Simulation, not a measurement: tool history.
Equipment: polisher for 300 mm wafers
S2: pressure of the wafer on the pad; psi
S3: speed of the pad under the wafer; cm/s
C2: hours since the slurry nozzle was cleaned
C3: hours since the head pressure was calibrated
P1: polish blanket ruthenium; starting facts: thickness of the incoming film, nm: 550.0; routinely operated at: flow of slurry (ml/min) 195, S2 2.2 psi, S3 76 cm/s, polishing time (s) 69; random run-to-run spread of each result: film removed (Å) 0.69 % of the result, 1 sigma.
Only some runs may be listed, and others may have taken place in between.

run 1 hour=13.9 | flow_of_slurry_(ml/min)=195 S2=2.2 S3=76 polishing_time_(s)=69 | wafers_polished_on_this_pad=589 C2=231.8 C3=274.6 | film_removed_(Å)=573.21
run 2 hour=29.4 | flow_of_slurry_(ml/min)=260 S2=2.2 S3=76 polishing_time_(s)=69 | wafers_polished_on_this_pad=760 C2=247.3 C3=290.1 | film_removed_(Å)=595.91
run 3 hour=43.7 | flow_of_slurry_(ml/min)=195 S2=1.1 S3=76 polishing_time_(s)=69 | wafers_polished_on_this_pad=918 C2=261.6 C3=304.4 | film_removed_(Å)=290.03
run 4 hour=53.4 | flow_of_slurry_(ml/min)=195 S2=2.2 S3=76 polishing_time_(s)=36 | wafers_polished_on_this_pad=1026 C2=271.3 C3=314.1 | film_removed_(Å)=302.03
run 5 hour=72.2 | flow_of_slurry_(ml/min)=195 S2=2.2 S3=34 polishing_time_(s)=69 | wafers_polished_on_this_pad=1234 C2=290.1 C3=332.9 | film_removed_(Å)=257.43
run 6 hour=86.0 | flow_of_slurry_(ml/min)=115 S2=2.2 S3=76 polishing_time_(s)=69 | wafers_polished_on_this_pad=1386 C2=303.9 C3=346.7 | film_removed_(Å)=525.70
run 7 hour=97.1 | flow_of_slurry_(ml/min)=195 S2=2.2 S3=76 polishing_time_(s)=69 | wafers_polished_on_this_pad=1509 C2=315.0 C3=357.8 | film_removed_(Å)=571.58
run 8 hour=109.8 | flow_of_slurry_(ml/min)=195 S2=1.1 S3=76 polishing_time_(s)=44 | wafers_polished_on_this_pad=1650 C2=327.7 C3=370.5 | film_removed_(Å)=182.52
run 9 hour=126.5 | flow_of_slurry_(ml/min)=195 S2=2.2 S3=76 polishing_time_(s)=69 | wafers_polished_on_this_pad=1834 C2=344.4 C3=387.2 | film_removed_(Å)=573.73
run 10 hour=141.8 | flow_of_slurry_(ml/min)=195 S2=2.2 S3=118 polishing_time_(s)=69 | wafers_polished_on_this_pad=2004 C2=359.7 C3=402.5 | film_removed_(Å)=891.53
run 11 hour=154.8 | flow_of_slurry_(ml/min)=195 S2=2.2 S3=76 polishing_time_(s)=109 | wafers_polished_on_this_pad=2148 C2=372.7 C3=415.5 | film_removed_(Å)=906.98
run 12 hour=167.0 | flow_of_slurry_(ml/min)=195 S2=2.2 S3=76 polishing_time_(s)=69 | wafers_polished_on_this_pad=2282 C2=384.9 C3=427.7 | film_removed_(Å)=575.11
run 13 hour=184.5 | flow_of_slurry_(ml/min)=195 S2=2.2 S3=76 polishing_time_(s)=69 | wafers_polished_on_this_pad=2476 C2=402.4 C3=445.2 | film_removed_(Å)=575.96
run 14 hour=193.0 | flow_of_slurry_(ml/min)=195 S2=3.4 S3=76 polishing_time_(s)=69 | wafers_polished_on_this_pad=2570 C2=410.9 C3=453.7 | film_removed_(Å)=888.92
run 15 hour=203.8 | flow_of_slurry_(ml/min)=195 S2=2.2 S3=76 polishing_time_(s)=69 | wafers_polished_on_this_pad=2690 C2=421.7 C3=464.5 | film_removed_(Å)=576.70
run 16 hour=221.7 | flow_of_slurry_(ml/min)=195 S2=2.2 S3=76 polishing_time_(s)=69 | wafers_polished_on_this_pad=2888 C2=439.6 C3=482.4 | film_removed_(Å)=553.60
run 17 hour=231.7 | flow_of_slurry_(ml/min)=195 S2=2.2 S3=76 polishing_time_(s)=69 | wafers_polished_on_this_pad=2998 C2=449.6 C3=492.4 | film_removed_(Å)=548.51
run 18 hour=250.4 | flow_of_slurry_(ml/min)=195 S2=2.2 S3=76 polishing_time_(s)=69 | wafers_polished_on_this_pad=3205 C2=468.3 C3=511.1 | film_removed_(Å)=545.35
run 19 hour=265.5 | flow_of_slurry_(ml/min)=195 S2=2.2 S3=76 polishing_time_(s)=69 | wafers_polished_on_this_pad=3372 C2=483.4 C3=526.2 | film_removed_(Å)=537.28
-- hour=280.8 worn pad replaced by a new one
run 20 hour=283.9 | flow_of_slurry_(ml/min)=195 S2=2.2 S3=76 polishing_time_(s)=69 | wafers_polished_on_this_pad=34 C2=501.8 C3=544.6 | film_removed_(Å)=542.61
run 21 hour=293.2 | flow_of_slurry_(ml/min)=195 S2=2.2 S3=76 polishing_time_(s)=69 | wafers_polished_on_this_pad=137 C2=511.1 C3=553.9 | film_removed_(Å)=540.73
run 22 hour=311.6 | flow_of_slurry_(ml/min)=195 S2=2.2 S3=76 polishing_time_(s)=69 | wafers_polished_on_this_pad=340 C2=529.5 C3=572.3 | film_removed_(Å)=539.77

Compared with where it was, what P1 gives has crept away. Each cause listed below fits the log as well as the rest, at the size given for it:
A: slurry flow missing at the pad, % = 35.3
B: head's pressure below its setpoint, % = 6.96
At approximately hour 203.8, the process output began to creep.
The rest of the possible causes, and what rules out each one:
removal rate lost through wear of the pad, %: work on it at hour 280.8, done after the drift set in, did not restore what the process gave before

4 check runs are offered, each on 2 wafers whose results are averaged, their results left as question marks. Which one tells the causes apart?
run check 1 hour=330.0 | flow_of_slurry_(ml/min)=195 S2=2.8 S3=36 polishing_time_(s)=69 | film_removed_(Å)=?
run check 2 hour=330.0 | flow_of_slurry_(ml/min)=195 S2=1.6 S3=76 polishing_time_(s)=69 | film_removed_(Å)=?
run check 3 hour=330.0 | flow_of_slurry_(ml/min)=195 S2=2.2 S3=48 polishing_time_(s)=69 | film_removed_(Å)=?
run check 4 hour=330.0 | flow_of_slurry_(ml/min)=115 S2=2.2 S3=76 polishing_time_(s)=69 | film_removed_(Å)=?

Outcome of each check run for each possible cause:
check=check_1 result=film_removed_(Å) if_A=322.16 if_B=322.18
check=check_2 result=film_removed_(Å) if_A=388.64 if_B=388.66
check=check_3 result=film_removed_(Å) if_A=337.50 if_B=337.52
check=check_4 result=film_removed_(Å) if_A=466.65 if_B=487.61
Gap, in per cent, between the two causes that each check separates least, read from the result that separates them most: check 1 0.01 %; check 2 0.01 %; check 3 0.01 %; check 4 4.39 %
Only in check 4 would the causes give clearly different results; in the remaining checks their results would be nearly the same.

After running check 4, the following was obtained: film removed (Å) 487.36. Which cause does this point to?

The cause is B: head's pressure below its setpoint, %.
